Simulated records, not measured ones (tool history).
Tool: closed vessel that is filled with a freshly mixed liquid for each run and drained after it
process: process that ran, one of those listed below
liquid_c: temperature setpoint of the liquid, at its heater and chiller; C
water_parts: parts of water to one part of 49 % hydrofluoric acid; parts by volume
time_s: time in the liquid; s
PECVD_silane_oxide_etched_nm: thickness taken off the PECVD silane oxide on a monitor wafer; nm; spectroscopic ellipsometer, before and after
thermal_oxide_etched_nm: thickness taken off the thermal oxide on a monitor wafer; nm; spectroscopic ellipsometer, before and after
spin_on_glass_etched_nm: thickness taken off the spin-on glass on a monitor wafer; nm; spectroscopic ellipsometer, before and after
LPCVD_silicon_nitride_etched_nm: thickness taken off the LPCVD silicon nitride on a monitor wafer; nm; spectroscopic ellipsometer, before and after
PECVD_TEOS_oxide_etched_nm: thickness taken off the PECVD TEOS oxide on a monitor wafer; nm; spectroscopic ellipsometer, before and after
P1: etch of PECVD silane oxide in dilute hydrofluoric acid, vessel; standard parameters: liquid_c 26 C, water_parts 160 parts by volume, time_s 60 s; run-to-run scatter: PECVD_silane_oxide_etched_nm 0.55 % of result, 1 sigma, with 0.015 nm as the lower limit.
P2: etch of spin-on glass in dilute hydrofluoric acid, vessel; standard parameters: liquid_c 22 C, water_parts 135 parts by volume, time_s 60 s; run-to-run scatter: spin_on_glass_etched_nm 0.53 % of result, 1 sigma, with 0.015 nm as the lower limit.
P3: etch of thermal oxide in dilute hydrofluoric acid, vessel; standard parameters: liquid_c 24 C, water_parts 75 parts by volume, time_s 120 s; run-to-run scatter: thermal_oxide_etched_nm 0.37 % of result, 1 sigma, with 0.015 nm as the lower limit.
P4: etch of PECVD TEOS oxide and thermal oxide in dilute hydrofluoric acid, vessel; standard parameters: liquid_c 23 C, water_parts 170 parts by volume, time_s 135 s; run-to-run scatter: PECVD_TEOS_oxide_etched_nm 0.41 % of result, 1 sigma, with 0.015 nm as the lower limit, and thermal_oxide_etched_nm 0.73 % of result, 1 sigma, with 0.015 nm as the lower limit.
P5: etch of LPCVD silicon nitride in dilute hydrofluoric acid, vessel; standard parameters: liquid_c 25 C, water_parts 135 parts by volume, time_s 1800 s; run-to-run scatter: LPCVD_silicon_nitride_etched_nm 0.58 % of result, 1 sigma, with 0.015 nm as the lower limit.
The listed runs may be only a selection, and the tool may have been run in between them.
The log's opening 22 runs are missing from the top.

run,day,process,liquid_c,water_parts,time_s,hours since the thermometer was replaced,hours since the hydrofluoric acid flow meter was replaced,PECVD_silane_oxide_etched_nm,thermal_oxide_etched_nm,spin_on_glass_etched_nm,LPCVD_silicon_nitride_etched_nm,PECVD_TEOS_oxide_etched_nm
23,12.721,P1,31.5,160,35,161.8,1148.6,11.861,,,,
24,13.412,P4,23,170,135,178.4,1165.2,,3.3967,,,10.361
25,13.767,P4,23,65,135,186.9,1173.7,,10.149,,,30.749
26,14.433,P4,23,170,30,202.9,1189.7,,0.76933,,,2.3439
27,14.825,P2,22,250,60,212.3,1199.1,,,4.6085,,
28,15.496,P3,24,105,120,228.4,1215.2,,5.1468,,,
29,15.942,P1,26,160,60,239.1,1225.9,16.735,,,,
30,16.521,P1,26,160,60,253,1239.8,15.871,,,,
31,17.067,P1,26,160,60,266.1,1252.9,15.785,,,,
32,17.8,P1,26,160,60,283.7,1270.5,15.554,,,,
33,18.496,P1,26,160,60,300.4,1287.2,15.476,,,,
34,19.204,P1,26,160,60,317.4,1304.2,15.275,,,,

Estimate the outcome of run 35 from the log above:
35,19.646,P1,26,160,60,328,1314.8,?,,,,

{"run 35": {"PECVD_silane_oxide_etched_nm": 15.336}}
